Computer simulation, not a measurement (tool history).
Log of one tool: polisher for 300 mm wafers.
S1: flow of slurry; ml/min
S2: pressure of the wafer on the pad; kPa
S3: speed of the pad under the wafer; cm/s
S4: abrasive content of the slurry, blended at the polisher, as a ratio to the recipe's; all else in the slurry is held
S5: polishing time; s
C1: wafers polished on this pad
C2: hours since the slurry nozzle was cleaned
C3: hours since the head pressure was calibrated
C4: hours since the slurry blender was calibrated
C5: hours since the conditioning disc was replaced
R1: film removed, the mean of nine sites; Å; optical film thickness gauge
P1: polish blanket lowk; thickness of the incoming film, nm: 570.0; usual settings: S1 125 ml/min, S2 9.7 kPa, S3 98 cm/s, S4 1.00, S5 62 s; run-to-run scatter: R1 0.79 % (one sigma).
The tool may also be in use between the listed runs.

Run 1, hour 13.0: S1 125 ml/min, S2 9.7 kPa, S3 98 cm/s, S4 1.00, S5 62 s; C1 896; C2 187.4; C3 707.9; C4 273.3; C5 248.7. Result: R1 216.07 Å.
Run 2, hour 21.4: S1 75 ml/min, S2 9.7 kPa, S3 98 cm/s, S4 1.00, S5 62 s; C1 1018; C2 195.8; C3 716.3; C4 281.7; C5 257.1. Result: R1 187.13 Å.
Run 3, hour 30.8: S1 125 ml/min, S2 9.7 kPa, S3 138 cm/s, S4 1.00, S5 62 s; C1 1155; C2 205.2; C3 725.7; C4 291.1; C5 266.5. Result: R1 284.13 Å.
Run 4, hour 42.2: S1 125 ml/min, S2 15.2 kPa, S3 98 cm/s, S4 1.00, S5 62 s; C1 1322; C2 216.6; C3 737.1; C4 302.5; C5 277.9. Result: R1 335.00 Å.
Run 5, hour 56.2: S1 125 ml/min, S2 15.2 kPa, S3 98 cm/s, S4 1.00, S5 31 s; C1 1526; C2 230.6; C3 751.1; C4 316.5; C5 291.9. Result: R1 167.30 Å.
Run 6, hour 67.6: S1 125 ml/min, S2 9.7 kPa, S3 128 cm/s, S4 1.40, S5 62 s; C1 1692; C2 242.0; C3 762.5; C4 327.9; C5 303.3. Result: R1 310.12 Å.
Run 7, hour 76.3: S1 125 ml/min, S2 9.7 kPa, S3 44 cm/s, S4 1.00, S5 62 s; C1 1819; C2 250.7; C3 771.2; C4 336.6; C5 312.0. Result: R1 112.05 Å.
Run 8, hour 83.5: S1 75 ml/min, S2 9.7 kPa, S3 148 cm/s, S4 1.00, S5 62 s; C1 1924; C2 257.9; C3 778.4; C4 343.8; C5 319.2. Result: R1 258.36 Å.
Run 9, hour 91.4: S1 125 ml/min, S2 9.7 kPa, S3 98 cm/s, S4 1.00, S5 44 s; C1 2039; C2 265.8; C3 786.3; C4 351.7; C5 327.1. Result: R1 151.34 Å.
Run 10, hour 102.1: S1 125 ml/min, S2 9.7 kPa, S3 98 cm/s, S4 1.25, S5 62 s; C1 2195; C2 276.5; C3 797.0; C4 362.4; C5 337.8. Result: R1 234.65 Å.
Run 11, hour 113.3: S1 125 ml/min, S2 9.7 kPa, S3 98 cm/s, S4 1.00, S5 90 s; C1 2359; C2 287.7; C3 808.2; C4 373.6; C5 349.0. Result: R1 315.58 Å.
Run 12, hour 121.8: S1 125 ml/min, S2 9.7 kPa, S3 98 cm/s, S4 1.00, S5 62 s; C1 2483; C2 296.2; C3 816.7; C4 382.1; C5 357.5. Result: R1 214.89 Å.
Run 13, hour 128.7: S1 125 ml/min, S2 9.7 kPa, S3 98 cm/s, S4 0.65, S5 62 s; C1 2584; C2 303.1; C3 823.6; C4 389.0; C5 364.4. Result: R1 173.08 Å.
Run 14, hour 134.8: S1 125 ml/min, S2 9.7 kPa, S3 98 cm/s, S4 1.00, S5 62 s; C1 2673; C2 309.2; C3 829.7; C4 395.1; C5 370.5. Result: R1 215.04 Å.
Run 15, hour 148.7: S1 125 ml/min, S2 4.8 kPa, S3 98 cm/s, S4 1.00, S5 62 s; C1 2875; C2 323.1; C3 843.6; C4 409.0; C5 384.4. Result: R1 106.47 Å.
Run 16, hour 159.0: S1 195 ml/min, S2 9.7 kPa, S3 98 cm/s, S4 1.00, S5 62 s; C1 3026; C2 333.4; C3 853.9; C4 419.3; C5 394.7. Result: R1 230.17 Å.
Run 17, hour 170.8: S1 125 ml/min, S2 9.7 kPa, S3 98 cm/s, S4 1.00, S5 62 s; C1 3198; C2 345.2; C3 865.7; C4 431.1; C5 406.5. Result: R1 214.02 Å.
Run 18, hour 184.7: S1 125 ml/min, S2 9.7 kPa, S3 98 cm/s, S4 1.00, S5 62 s; C1 3401; C2 359.1; C3 879.6; C4 445.0; C5 420.4. Result: R1 215.22 Å.
Run 19, hour 193.0: S1 125 ml/min, S2 9.7 kPa, S3 98 cm/s, S4 1.00, S5 62 s; C1 3522; C2 367.4; C3 887.9; C4 453.3; C5 428.7. Result: R1 212.92 Å.
Run 20, hour 204.7: S1 125 ml/min, S2 9.7 kPa, S3 98 cm/s, S4 1.00, S5 62 s; C1 3692; C2 379.1; C3 899.6; C4 465.0; C5 440.4. Result: R1 206.68 Å.
Run 21, hour 212.4: S1 125 ml/min, S2 9.7 kPa, S3 98 cm/s, S4 1.00, S5 62 s; C1 3805; C2 386.8; C3 907.3; C4 472.7; C5 448.1. Result: R1 201.30 Å.
Run 22, hour 225.2: S1 125 ml/min, S2 9.7 kPa, S3 98 cm/s, S4 1.00, S5 62 s; C1 3991; C2 399.6; C3 920.1; C4 485.5; C5 460.9. Result: R1 195.43 Å.
Run 23, hour 234.9: S1 125 ml/min, S2 9.7 kPa, S3 98 cm/s, S4 1.00, S5 62 s; C1 4133; C2 409.3; C3 929.8; C4 495.2; C5 470.6. Result: R1 193.87 Å.
At hour 238.0: slurry nozzle cleaned.
Run 24, hour 245.1: S1 125 ml/min, S2 9.7 kPa, S3 98 cm/s, S4 1.00, S5 62 s; C1 4282; C2 7.1; C3 940.0; C4 505.4; C5 480.8. Result: R1 194.22 Å.
At hour 247.8: conditioning disc replaced and pad reconditioned.
Run 25, hour 251.5: S1 125 ml/min, S2 9.7 kPa, S3 98 cm/s, S4 1.00, S5 62 s; C1 4375; C2 13.5; C3 946.4; C4 511.8; C5 3.8. Result: R1 190.44 Å.
Run 26, hour 260.9: S1 125 ml/min, S2 9.7 kPa, S3 98 cm/s, S4 1.00, S5 62 s; C1 4512; C2 22.9; C3 955.8; C4 521.2; C5 13.2. Result: R1 192.24 Å.
At hour 265.7: worn pad replaced by a new one.
Run 27, hour 272.2: S1 125 ml/min, S2 9.7 kPa, S3 98 cm/s, S4 1.00, S5 62 s; C1 95; C2 34.2; C3 967.1; C4 532.5; C5 24.5. Result: R1 189.10 Å.
Run 28, hour 278.3: S1 125 ml/min, S2 9.7 kPa, S3 98 cm/s, S4 1.00, S5 62 s; C1 184; C2 40.3; C3 973.2; C4 538.6; C5 30.6. Result: R1 188.16 Å.
Run 29, hour 290.2: S1 125 ml/min, S2 9.7 kPa, S3 98 cm/s, S4 1.00, S5 62 s; C1 358; C2 52.2; C3 985.1; C4 550.5; C5 42.5. Result: R1 189.75 Å.
Run 30, hour 296.5: S1 125 ml/min, S2 9.7 kPa, S3 98 cm/s, S4 1.00, S5 62 s; C1 450; C2 58.5; C3 991.4; C4 556.8; C5 48.8. Result: R1 185.11 Å.

What P1 gives has crept away from where it was. These 2 causes fit the log equally well, each at the size given:
A: head's pressure below its setpoint, % = 11.5
B: abrasive missing from the slurry, % = 22.3
The creep began at about hour 193.0.
Why every other cause is out:
removal rate lost through wear of the pad, %: serviced at hour 265.7, which brought nothing back
slurry flow missing at the pad, %: serviced at hour 238.0, which brought nothing back
time polished since the conditioner stopped cutting, s: serviced at hour 247.8, which brought nothing back

4 check runs are offered, each on 5 wafers whose results are averaged, their results left as question marks. Which one tells the causes apart?
Run check 1, hour 302.8: S1 125 ml/min, S2 9.7 kPa, S3 98 cm/s, S4 0.65, S5 89 s. Result: R1 ?.
Run check 2, hour 302.8: S1 75 ml/min, S2 9.7 kPa, S3 52 cm/s, S4 1.00, S5 62 s. Result: R1 ?.
Run check 3, hour 302.8: S1 125 ml/min, S2 4.8 kPa, S3 98 cm/s, S4 1.00, S5 62 s. Result: R1 ?.
Run check 4, hour 302.8: S1 80 ml/min, S2 9.7 kPa, S3 98 cm/s, S4 1.00, S5 62 s. Result: R1 ?.

What each check would give under each cause:
  check  result     if A     if B
check 1      R1  218.610  212.720
check 2      R1   99.912   99.867
check 3      R1   94.783   94.740
check 4      R1  169.280  169.210
How far apart the two closest causes lie, in the result that separates them most: check 1 2.73 %; check 2 0.05 %; check 3 0.05 %; check 4 0.05 %
Only check 1 tells the causes apart: in the others they would give nearly the same result.

Then check 1 was run and gave: R1 212.290 Å. Which cause is it?

It is B: abrasive missing from the slurry, %.
